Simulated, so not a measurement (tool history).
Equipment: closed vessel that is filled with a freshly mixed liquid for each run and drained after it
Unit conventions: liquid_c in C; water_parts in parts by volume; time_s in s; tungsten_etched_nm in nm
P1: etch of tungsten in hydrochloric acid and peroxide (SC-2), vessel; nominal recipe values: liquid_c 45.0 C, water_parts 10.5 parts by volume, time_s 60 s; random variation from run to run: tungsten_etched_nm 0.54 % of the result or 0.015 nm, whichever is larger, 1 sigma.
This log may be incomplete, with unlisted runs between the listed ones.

{"run": 1, "hour": 5.8, "liquid_c": 45.0, "water_parts": 10.5, "time_s": 60, "tungsten_etched_nm": 12.136}
{"run": 2, "hour": 8.8, "liquid_c": 35.0, "water_parts": 10.5, "time_s": 60, "tungsten_etched_nm": 5.9621}
{"run": 3, "hour": 13.5, "liquid_c": 45.0, "water_parts": 10.5, "time_s": 115, "tungsten_etched_nm": 23.365}
{"run": 4, "hour": 16.6, "liquid_c": 45.0, "water_parts": 17.5, "time_s": 60, "tungsten_etched_nm": 7.7838}
{"run": 5, "hour": 22.0, "liquid_c": 45.0, "water_parts": 16.0, "time_s": 85, "tungsten_etched_nm": 12.093}
{"run": 6, "hour": 27.3, "liquid_c": 45.0, "water_parts": 10.5, "time_s": 60, "tungsten_etched_nm": 12.173}
{"run": 7, "hour": 31.8, "liquid_c": 37.5, "water_parts": 16.5, "time_s": 60, "tungsten_etched_nm": 4.8793}
{"run": 8, "hour": 35.4, "liquid_c": 45.0, "water_parts": 10.5, "time_s": 30, "tungsten_etched_nm": 6.0847}
{"hour": 40.4, "done": "new drum of peroxide connected"}
{"run": 9, "hour": 40.7, "liquid_c": 53.5, "water_parts": 10.5, "time_s": 60, "tungsten_etched_nm": 21.51}
{"run": 10, "hour": 46.1, "liquid_c": 45.0, "water_parts": 10.5, "time_s": 60, "tungsten_etched_nm": 12.207}
{"run": 11, "hour": 49.9, "liquid_c": 45.0, "water_parts": 4.0, "time_s": 60, "tungsten_etched_nm": 25.256}
{"run": 12, "hour": 55.6, "liquid_c": 45.0, "water_parts": 15.5, "time_s": 85, "tungsten_etched_nm": 12.447}
{"run": 13, "hour": 61.9, "liquid_c": 45.0, "water_parts": 10.5, "time_s": 60, "tungsten_etched_nm": 12.23}

Run 14 is up next; what results do you expect?
{"run": 14, "hour": 66.3, "liquid_c": 45.0, "water_parts": 10.5, "time_s": 60, "tungsten_etched_nm": "?"}

{"run 14": {"tungsten_etched_nm": 12.005}}

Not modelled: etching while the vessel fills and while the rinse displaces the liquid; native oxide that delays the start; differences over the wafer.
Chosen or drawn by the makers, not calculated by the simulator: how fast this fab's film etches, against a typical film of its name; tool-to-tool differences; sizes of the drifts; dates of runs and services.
